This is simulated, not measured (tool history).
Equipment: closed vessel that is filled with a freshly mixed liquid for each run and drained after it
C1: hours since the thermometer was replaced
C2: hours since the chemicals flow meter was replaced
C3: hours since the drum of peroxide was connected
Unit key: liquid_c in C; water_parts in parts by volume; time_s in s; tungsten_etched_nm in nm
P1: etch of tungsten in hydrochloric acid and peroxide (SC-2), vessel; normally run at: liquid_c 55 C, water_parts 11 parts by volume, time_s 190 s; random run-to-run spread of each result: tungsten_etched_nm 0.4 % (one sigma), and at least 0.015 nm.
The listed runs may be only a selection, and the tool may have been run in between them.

Run 1, hour 9.3: liquid_c 55 C, water_parts 11 parts by volume, time_s 190 s; C1 321.8; C2 577.5; C3 654.4. Result: tungsten_etched_nm 56.264 nm.
Run 2, hour 25.3: liquid_c 55 C, water_parts 11 parts by volume, time_s 190 s; C1 337.8; C2 593.5; C3 670.4. Result: tungsten_etched_nm 56.876 nm.
Run 3, hour 39: liquid_c 55 C, water_parts 11 parts by volume, time_s 190 s; C1 351.5; C2 607.2; C3 684.1. Result: tungsten_etched_nm 56.23 nm.
Run 4, hour 50.5: liquid_c 55 C, water_parts 4 parts by volume, time_s 190 s; C1 363; C2 618.7; C3 695.6. Result: tungsten_etched_nm 123.08 nm.
Run 5, hour 58.6: liquid_c 40.5 C, water_parts 11 parts by volume, time_s 190 s; C1 371.1; C2 626.8; C3 703.7. Result: tungsten_etched_nm 21.269 nm.
Run 6, hour 68.4: liquid_c 55 C, water_parts 19 parts by volume, time_s 190 s; C1 380.9; C2 636.6; C3 713.5. Result: tungsten_etched_nm 34.895 nm.
Run 7, hour 76.5: liquid_c 48.5 C, water_parts 4 parts by volume, time_s 190 s; C1 389; C2 644.7; C3 721.6. Result: tungsten_etched_nm 79.818 nm.
Run 8, hour 86: liquid_c 55 C, water_parts 11 parts by volume, time_s 190 s; C1 398.5; C2 654.2; C3 731.1. Result: tungsten_etched_nm 56.663 nm.
Run 9, hour 95.2: liquid_c 68.5 C, water_parts 11 parts by volume, time_s 190 s; C1 407.7; C2 663.4; C3 740.3. Result: tungsten_etched_nm 130.22 nm.
Run 10, hour 112.5: liquid_c 55 C, water_parts 11 parts by volume, time_s 190 s; C1 425; C2 680.7; C3 757.6. Result: tungsten_etched_nm 56.433 nm.
Run 11, hour 122.7: liquid_c 55 C, water_parts 11 parts by volume, time_s 380 s; C1 435.2; C2 690.9; C3 767.8. Result: tungsten_etched_nm 113.49 nm.
At hour 123.7: chemicals flow meter replaced.
Run 12, hour 138.4: liquid_c 55 C, water_parts 11 parts by volume, time_s 30 s; C1 450.9; C2 14.7; C3 783.5. Result: tungsten_etched_nm 8.8507 nm.
Run 13, hour 153.8: liquid_c 55 C, water_parts 11 parts by volume, time_s 190 s; C1 466.3; C2 30.1; C3 798.9. Result: tungsten_etched_nm 56.352 nm.
Run 14, hour 170.5: liquid_c 55 C, water_parts 11 parts by volume, time_s 190 s; C1 483; C2 46.8; C3 815.6. Result: tungsten_etched_nm 58.564 nm.
Run 15, hour 180.1: liquid_c 55 C, water_parts 11 parts by volume, time_s 190 s; C1 492.6; C2 56.4; C3 825.2. Result: tungsten_etched_nm 59.079 nm.
Run 16, hour 195.8: liquid_c 55 C, water_parts 11 parts by volume, time_s 190 s; C1 508.3; C2 72.1; C3 840.9. Result: tungsten_etched_nm 60.159 nm.
Run 17, hour 207.4: liquid_c 55 C, water_parts 11 parts by volume, time_s 190 s; C1 519.9; C2 83.7; C3 852.5. Result: tungsten_etched_nm 60.738 nm.
Run 18, hour 221.8: liquid_c 55 C, water_parts 11 parts by volume, time_s 190 s; C1 534.3; C2 98.1; C3 866.9. Result: tungsten_etched_nm 60.444 nm.
Run 19, hour 229.4: liquid_c 55 C, water_parts 11 parts by volume, time_s 190 s; C1 541.9; C2 105.7; C3 874.5. Result: tungsten_etched_nm 60.632 nm.

The next listed run, before its measurement:
Run 20, hour 239.5: liquid_c 55 C, water_parts 11 parts by volume, time_s 190 s; C1 552; C2 115.8; C3 884.6. Result: tungsten_etched_nm ?.

{"run 20": {"tungsten_etched_nm": 61.25}}
